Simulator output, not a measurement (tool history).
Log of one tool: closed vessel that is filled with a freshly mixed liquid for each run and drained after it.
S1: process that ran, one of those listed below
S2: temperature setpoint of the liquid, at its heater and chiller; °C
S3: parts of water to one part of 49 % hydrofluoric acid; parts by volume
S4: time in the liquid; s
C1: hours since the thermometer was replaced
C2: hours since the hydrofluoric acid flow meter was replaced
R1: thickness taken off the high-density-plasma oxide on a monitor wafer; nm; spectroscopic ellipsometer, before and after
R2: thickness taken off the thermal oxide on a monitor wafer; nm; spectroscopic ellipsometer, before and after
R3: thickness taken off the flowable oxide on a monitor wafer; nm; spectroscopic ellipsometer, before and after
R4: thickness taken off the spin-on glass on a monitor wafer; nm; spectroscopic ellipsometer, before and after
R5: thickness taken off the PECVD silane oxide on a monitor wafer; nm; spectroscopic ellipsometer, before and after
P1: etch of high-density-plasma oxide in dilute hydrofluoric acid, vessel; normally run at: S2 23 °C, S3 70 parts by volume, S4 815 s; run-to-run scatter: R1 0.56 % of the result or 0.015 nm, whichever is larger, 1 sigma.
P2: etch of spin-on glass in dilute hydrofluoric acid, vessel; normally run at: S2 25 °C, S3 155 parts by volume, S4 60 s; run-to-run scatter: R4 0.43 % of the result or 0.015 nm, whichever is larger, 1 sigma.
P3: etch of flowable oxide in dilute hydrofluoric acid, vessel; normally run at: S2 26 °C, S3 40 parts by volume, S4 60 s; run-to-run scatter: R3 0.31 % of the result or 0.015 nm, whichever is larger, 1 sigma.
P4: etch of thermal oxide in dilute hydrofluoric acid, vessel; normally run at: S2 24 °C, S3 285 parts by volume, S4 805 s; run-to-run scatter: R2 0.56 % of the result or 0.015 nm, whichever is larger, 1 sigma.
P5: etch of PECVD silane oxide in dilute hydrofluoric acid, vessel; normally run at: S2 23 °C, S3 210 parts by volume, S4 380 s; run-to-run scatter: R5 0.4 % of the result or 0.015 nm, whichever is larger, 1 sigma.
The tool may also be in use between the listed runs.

run,hour,S1,S2,S3,S4,C1,C2,R1,R2,R3,R4,R5
1,5.3,P1,23,70,815,167.6,1193.8,57.601,,,,
2,16.7,P1,17,70,815,179,1205.2,44.722,,,,
3,26.3,P1,17,70,190,188.6,1214.8,10.274,,,,
4,36.7,P4,24,80,805,199,1225.2,,49.657,,,
5,41.7,P3,26,40,60,204,1230.2,,,62.877,,
6,50.1,P3,26,70,60,212.4,1238.6,,,34.575,,
7,59.6,P1,18,45,815,221.9,1248.1,74.416,,,,
8,66.9,P1,23,20,315,229.2,1255.4,82.06,,,,
9,72.2,P2,25,155,110,234.5,1260.7,,,,36.871,
10,80.6,P3,26,40,110,242.9,1269.1,,,115.21,,
11,87.9,P1,23,20,815,250.2,1276.4,214.91,,,,
12,98.8,P1,23,70,1285,261.1,1287.3,90.472,,,,
13,108.8,P5,18.5,210,380,271.1,1297.3,,,,,39.692
14,114.4,P2,25,155,60,276.7,1302.9,,,,20.125,
15,123.8,P5,23,340,380,286.1,1312.3,,,,,25.565
16,133.8,P4,24,285,805,296.1,1322.3,,11.14,,,
17,139.9,P1,27.5,70,815,302.2,1328.4,68.73,,,,
18,145.6,P4,17,285,805,307.9,1334.1,,8.5263,,,
19,152.5,P5,23,210,380,314.8,1341,,,,,47.27
20,160.3,P3,26,40,60,322.6,1348.8,,,62.966,,
21,167,P1,23,70,815,329.3,1355.5,57.536,,,,
22,173,P2,30,155,60,335.3,1361.5,,,,24.313,
23,180.4,P1,23,115,815,342.7,1368.9,32.553,,,,
# hour 181.8: hydrofluoric acid flow meter replaced
24,187.5,P2,25,40,60,349.8,5.8,,,,90.362,
25,198.6,P5,23,210,665,360.9,16.9,,,,,82.586
26,205.1,P1,23,70,815,367.4,23.4,57.291,,,,
27,216.1,P5,23,210,380,378.4,34.4,,,,,47.67
28,225.5,P1,23,70,815,387.8,43.8,56.697,,,,
29,236,P1,23,70,305,398.3,54.3,21.502,,,,
30,245.2,P4,24,285,1540,407.5,63.5,,21.247,,,
31,254.7,P1,23,70,815,417,73,56.482,,,,
32,263.2,P1,23,70,815,425.5,81.5,56.441,,,,
33,271.3,P3,19.5,40,60,433.6,89.6,,,47.744,,
34,280.8,P1,23,70,815,443.1,99.1,57.556,,,,
35,291.3,P1,23,70,815,453.6,109.6,55.014,,,,
36,302.2,P1,23,70,815,464.5,120.5,53.082,,,,
37,311.8,P1,23,70,815,474.1,130.1,52.344,,,,
38,318.9,P1,23,70,815,481.2,137.2,52.314,,,,
39,329.8,P1,23,70,815,492.1,148.1,52.057,,,,
40,340.1,P1,23,70,815,502.4,158.4,52.079,,,,

What P1 gives has crept away from where it was. These 2 causes fit the log equally well, each at the size given:
A: hydrofluoric acid flow below the setpoint (%) = 7.95
B: liquid colder than its thermometer reads (K) = 2.2
The creep began at about hour 280.8.

4 check runs are offered, one wafer each, their results left as question marks. Which one tells the causes apart?
check 1,350.4,P3,23,70,60,,,,,?,,
check 2,350.4,P4,24,110,1490,,,,?,,,
check 3,350.4,P5,23,325,555,,,,,,,?
check 4,350.4,P2,29,70,60,,,,,,?,

What each check would give under each cause:
check,result,if A,if B
check 1,R3,27.842,27.835
check 2,R2,58.607,59.009
check 3,R5,35.771,36.91
check 4,R4,52.874,53.16
How far apart the two closest causes lie, in the result that separates them most: check 1 0.03 %; check 2 0.68 %; check 3 3.13 %; check 4 0.54 %
Check 3 tells the causes apart: in the others they would give nearly the same result.

Check 3 was then run and gave: R5 35.805 nm. Which cause is it?

It is A: hydrofluoric acid flow below the setpoint (%).
